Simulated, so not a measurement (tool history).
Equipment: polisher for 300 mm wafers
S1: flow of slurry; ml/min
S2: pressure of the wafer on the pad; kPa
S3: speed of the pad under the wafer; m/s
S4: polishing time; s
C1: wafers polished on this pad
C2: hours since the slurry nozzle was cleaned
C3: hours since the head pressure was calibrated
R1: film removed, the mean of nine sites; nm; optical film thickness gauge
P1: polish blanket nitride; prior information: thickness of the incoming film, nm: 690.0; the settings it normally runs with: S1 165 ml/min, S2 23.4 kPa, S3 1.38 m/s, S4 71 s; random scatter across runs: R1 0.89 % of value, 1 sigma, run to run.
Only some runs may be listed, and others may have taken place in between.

run,day,S1,S2,S3,S4,C1,C2,C3,R1
1,0.229,165,23.4,1.38,71,548,379.6,461.5,141.010
2,0.496,165,23.4,1.38,34,588,386.0,467.9,68.566
3,0.788,165,23.4,1.38,71,631,393.0,474.9,142.740
4,0.933,165,35.2,1.38,71,653,396.5,478.4,214.290
5,1.212,100,23.4,1.38,71,694,403.2,485.1,129.420
6,1.458,260,23.4,1.38,71,731,409.1,491.0,151.170
7,1.754,165,23.4,1.38,71,775,416.2,498.1,141.090
8,1.992,165,23.4,1.38,71,811,421.9,503.8,141.380
9,2.133,165,23.4,2.04,71,832,425.3,507.2,193.020
10,2.383,165,23.4,1.38,89,869,431.3,513.2,179.250
11,2.667,165,23.4,1.38,71,911,438.1,520.0,141.800
12,2.904,165,23.4,0.70,71,946,443.8,525.7,82.288
13,3.054,100,23.4,2.02,71,969,447.4,529.3,172.030

Run 14 comes next. What will it give?
14,3.217,165,23.4,1.38,71,993,451.3,533.2,?

For run 14 the tool returned R1 141.540 nm.

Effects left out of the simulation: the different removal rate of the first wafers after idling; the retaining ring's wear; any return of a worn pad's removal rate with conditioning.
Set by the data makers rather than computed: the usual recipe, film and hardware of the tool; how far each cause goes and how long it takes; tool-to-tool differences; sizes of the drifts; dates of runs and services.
